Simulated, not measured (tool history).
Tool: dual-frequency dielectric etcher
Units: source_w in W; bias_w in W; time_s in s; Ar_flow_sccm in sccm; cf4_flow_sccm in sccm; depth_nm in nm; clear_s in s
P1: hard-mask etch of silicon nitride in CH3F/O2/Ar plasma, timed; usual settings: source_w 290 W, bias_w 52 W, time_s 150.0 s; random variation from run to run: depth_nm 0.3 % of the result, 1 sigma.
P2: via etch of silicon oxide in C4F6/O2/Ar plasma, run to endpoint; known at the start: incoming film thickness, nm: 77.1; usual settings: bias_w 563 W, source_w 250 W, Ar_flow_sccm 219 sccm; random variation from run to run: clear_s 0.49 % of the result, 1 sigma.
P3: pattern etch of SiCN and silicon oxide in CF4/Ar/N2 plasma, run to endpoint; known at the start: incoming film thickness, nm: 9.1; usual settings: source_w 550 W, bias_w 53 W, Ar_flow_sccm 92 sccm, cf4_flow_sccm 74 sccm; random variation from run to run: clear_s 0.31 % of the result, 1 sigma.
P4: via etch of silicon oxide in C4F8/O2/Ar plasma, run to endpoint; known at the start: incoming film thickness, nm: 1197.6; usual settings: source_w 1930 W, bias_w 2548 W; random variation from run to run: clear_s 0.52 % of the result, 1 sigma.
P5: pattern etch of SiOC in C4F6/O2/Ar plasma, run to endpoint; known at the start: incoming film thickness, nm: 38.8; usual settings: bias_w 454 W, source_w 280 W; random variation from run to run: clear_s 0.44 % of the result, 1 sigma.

run,hour,process,source_w,bias_w,time_s,Ar_flow_sccm,cf4_flow_sccm,depth_nm,clear_s
1,13.2,P1,290,52,150.0,,,82.375,
2,30.6,P4,1930,3583,,,,,204.7200
3,41.1,P1,290,52,194.0,,,107.060,
4,57.2,P2,250,563,,273,,,19.5030
5,72.4,P3,550,73,,92,74,,8.6767
6,85.3,P1,290,52,110.0,,,60.136,
7,103.1,P1,290,52,150.0,,,81.853,
8,112.4,P1,200,52,150.0,,,71.453,
9,121.9,P1,290,70,184.5,,,112.000,
10,137.8,P1,350,52,150.0,,,88.480,
11,148.9,P2,250,563,,219,,,18.8880
12,161.1,P1,290,52,150.0,,,82.574,
13,175.3,P1,360,52,185.0,,,110.550,
14,193.1,P5,280,272,,,,,18.4500
15,207.4,P1,290,52,150.0,,,82.488,
16,216.8,P2,250,332,,219,,,22.9320
# hour 225.9: bias power generator calibrated
17,226.6,P3,550,53,,92,74,,9.5839
18,242.7,P3,550,53,,70,74,,9.2117
19,257.8,P1,290,39,150.0,,,75.418,
20,275.5,P5,280,454,,,,,15.2460
21,288.0,P2,330,563,,219,,,17.0980
22,305.1,P1,290,71,150.0,,,91.549,
23,316.8,P2,250,563,,219,,,18.9920
24,332.5,P1,290,52,150.0,,,82.464,
25,340.8,P4,1250,2548,,,,,268.7500
26,356.1,P3,420,53,,92,74,,12.2570
27,367.9,P5,350,454,,,,,13.9290
28,378.2,P5,280,454,,,,,15.3030
29,390.6,P4,1930,2548,,,,,226.2700
30,403.3,P3,550,53,,92,93,,9.2839
31,420.4,P1,290,52,150.0,,,82.279,
32,436.4,P1,290,52,150.0,,,82.775,
33,444.4,P1,290,52,150.0,,,83.005,
34,460.1,P1,290,52,150.0,,,83.381,
35,468.9,P1,290,52,150.0,,,83.256,
# hour 479.1: wet clean of the chamber
36,482.2,P1,290,52,150.0,,,83.674,
37,496.9,P1,290,52,150.0,,,83.381,
38,515.1,P1,290,52,150.0,,,83.806,
39,531.0,P1,290,52,150.0,,,84.091,

What P1 gives has crept away from where it was. These 2 causes fit the log equally well, each at the size given:
A: bias power that arrives over what is set, % = 4.64
B: source power that arrives over what is set, % = 3.94
The creep began at about hour 420.4.
Why every other cause is out:
chamber walls in a state that raises the etch rate, %: serviced at hour 479.1, which brought nothing back

4 check runs are offered, each on 2 wafers whose results are averaged, their results left as question marks. Which one tells the causes apart?
check 1,546.9,P4,1540,3518,,,,,?
check 2,546.9,P2,330,369,,219,,,?
check 3,546.9,P5,280,283,,,,,?
check 4,546.9,P3,550,68,,73,74,,?

What each check would give under each cause:
check,result,if A,if B
check 1,clear_s,220.6500,220.6400
check 2,clear_s,19.6790,19.7180
check 3,clear_s,17.8480,17.8700
check 4,clear_s,8.4606,8.2906
How far apart the two closest causes lie, in the result that separates them most: check 1 0 %; check 2 0.2 %; check 3 0.13 %; check 4 2.03 %
Check 4 tells the causes apart: in the others they would give nearly the same result.

Check 4 was then run and gave: clear_s 8.3072 s. Which cause is it?

It is B: source power that arrives over what is set, %.
